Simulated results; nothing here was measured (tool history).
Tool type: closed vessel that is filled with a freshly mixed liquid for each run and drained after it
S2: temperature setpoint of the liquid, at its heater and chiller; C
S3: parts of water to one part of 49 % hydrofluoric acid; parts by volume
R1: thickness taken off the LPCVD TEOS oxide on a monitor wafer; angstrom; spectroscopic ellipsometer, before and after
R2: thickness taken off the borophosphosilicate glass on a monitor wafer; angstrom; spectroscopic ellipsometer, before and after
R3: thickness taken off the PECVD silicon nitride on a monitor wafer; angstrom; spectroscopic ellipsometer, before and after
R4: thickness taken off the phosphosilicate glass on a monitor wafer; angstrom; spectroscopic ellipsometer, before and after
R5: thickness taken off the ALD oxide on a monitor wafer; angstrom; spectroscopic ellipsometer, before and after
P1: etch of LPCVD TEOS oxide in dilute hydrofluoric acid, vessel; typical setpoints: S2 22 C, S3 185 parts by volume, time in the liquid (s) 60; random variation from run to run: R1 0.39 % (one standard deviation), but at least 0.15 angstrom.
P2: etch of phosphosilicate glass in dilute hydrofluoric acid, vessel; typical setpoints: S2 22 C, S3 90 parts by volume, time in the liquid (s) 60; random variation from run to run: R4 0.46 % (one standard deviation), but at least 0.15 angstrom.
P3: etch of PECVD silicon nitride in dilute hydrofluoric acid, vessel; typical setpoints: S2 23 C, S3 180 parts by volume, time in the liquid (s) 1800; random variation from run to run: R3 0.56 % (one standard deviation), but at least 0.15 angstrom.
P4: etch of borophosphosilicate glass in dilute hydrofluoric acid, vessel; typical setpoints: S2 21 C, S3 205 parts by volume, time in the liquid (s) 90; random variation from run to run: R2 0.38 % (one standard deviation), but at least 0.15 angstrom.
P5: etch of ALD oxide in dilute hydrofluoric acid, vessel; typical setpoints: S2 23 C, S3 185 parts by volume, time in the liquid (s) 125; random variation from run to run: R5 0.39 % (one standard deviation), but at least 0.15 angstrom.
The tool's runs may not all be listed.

{"run": 1, "day": 0.275, "process that ran": "P1", "S2": 22, "S3": 185, "time in the liquid (s)": 60, "R1": 149.94}
{"run": 2, "day": 0.608, "process that ran": "P1", "S2": 25.5, "S3": 185, "time in the liquid (s)": 30, "R1": 84.652}
{"run": 3, "day": 1.004, "process that ran": "P1", "S2": 22, "S3": 185, "time in the liquid (s)": 60, "R1": 148.65}
{"run": 4, "day": 1.292, "process that ran": "P4", "S2": 21, "S3": 355, "time in the liquid (s)": 90, "R2": 89.164}
{"run": 5, "day": 1.592, "process that ran": "P3", "S2": 29.5, "S3": 180, "time in the liquid (s)": 1800, "R3": 408.16}
{"run": 6, "day": 1.842, "process that ran": "P1", "S2": 22, "S3": 185, "time in the liquid (s)": 115, "R1": 284.29}
{"run": 7, "day": 2.029, "process that ran": "P3", "S2": 23, "S3": 180, "time in the liquid (s)": 3580, "R3": 544.19}
{"run": 8, "day": 2.408, "process that ran": "P2", "S2": 22, "S3": 90, "time in the liquid (s)": 60, "R4": 358.6}
{"run": 9, "day": 2.679, "process that ran": "P5", "S2": 23, "S3": 275, "time in the liquid (s)": 125, "R5": 44.605}
{"run": 10, "day": 2.883, "process that ran": "P4", "S2": 21, "S3": 205, "time in the liquid (s)": 30, "R2": 59.418}
{"run": 11, "day": 3.2, "process that ran": "P1", "S2": 27.5, "S3": 185, "time in the liquid (s)": 60, "R1": 183.22}
{"run": 12, "day": 3.579, "process that ran": "P2", "S2": 22, "S3": 90, "time in the liquid (s)": 60, "R4": 357.14}
{"run": 13, "day": 3.917, "process that ran": "P3", "S2": 23, "S3": 65, "time in the liquid (s)": 1800, "R3": 743.85}
{"run": 14, "day": 4.254, "process that ran": "P1", "S2": 29.5, "S3": 105, "time in the liquid (s)": 60, "R1": 384.36}
{"run": 15, "day": 4.504, "process that ran": "P3", "S2": 23, "S3": 180, "time in the liquid (s)": 1800, "R3": 273.41}
{"run": 16, "day": 4.746, "process that ran": "P4", "S2": 21, "S3": 205, "time in the liquid (s)": 90, "R2": 178.58}
{"run": 17, "day": 4.929, "process that ran": "P1", "S2": 22, "S3": 90, "time in the liquid (s)": 60, "R1": 341.62}
{"run": 18, "day": 5.117, "process that ran": "P1", "S2": 17, "S3": 185, "time in the liquid (s)": 60, "R1": 124.05}
{"run": 19, "day": 5.467, "process that ran": "P5", "S2": 23, "S3": 185, "time in the liquid (s)": 125, "R5": 73.362}
{"run": 20, "day": 5.833, "process that ran": "P5", "S2": 23, "S3": 185, "time in the liquid (s)": 125, "R5": 73.021}
{"run": 21, "day": 6.075, "process that ran": "P1", "S2": 22, "S3": 185, "time in the liquid (s)": 30, "R1": 74.591}
{"run": 22, "day": 6.271, "process that ran": "P1", "S2": 22, "S3": 185, "time in the liquid (s)": 60, "R1": 150.19}
{"run": 23, "day": 6.592, "process that ran": "P5", "S2": 17, "S3": 185, "time in the liquid (s)": 125, "R5": 57.712}
{"run": 24, "day": 6.862, "process that ran": "P4", "S2": 17, "S3": 205, "time in the liquid (s)": 90, "R2": 151.54}
{"run": 25, "day": 7.25, "process that ran": "P4", "S2": 21, "S3": 205, "time in the liquid (s)": 90, "R2": 175.74}
{"run": 26, "day": 7.433, "process that ran": "P1", "S2": 22, "S3": 185, "time in the liquid (s)": 60, "R1": 150.12}
{"run": 27, "day": 7.646, "process that ran": "P2", "S2": 30, "S3": 90, "time in the liquid (s)": 60, "R4": 492.42}

Forecast run 28:
{"run": 28, "day": 7.879, "process that ran": "P1", "S2": 22, "S3": 330, "time in the liquid (s)": 60, "R1": "?"}

Run 28 gave R1 73.038 angstrom.
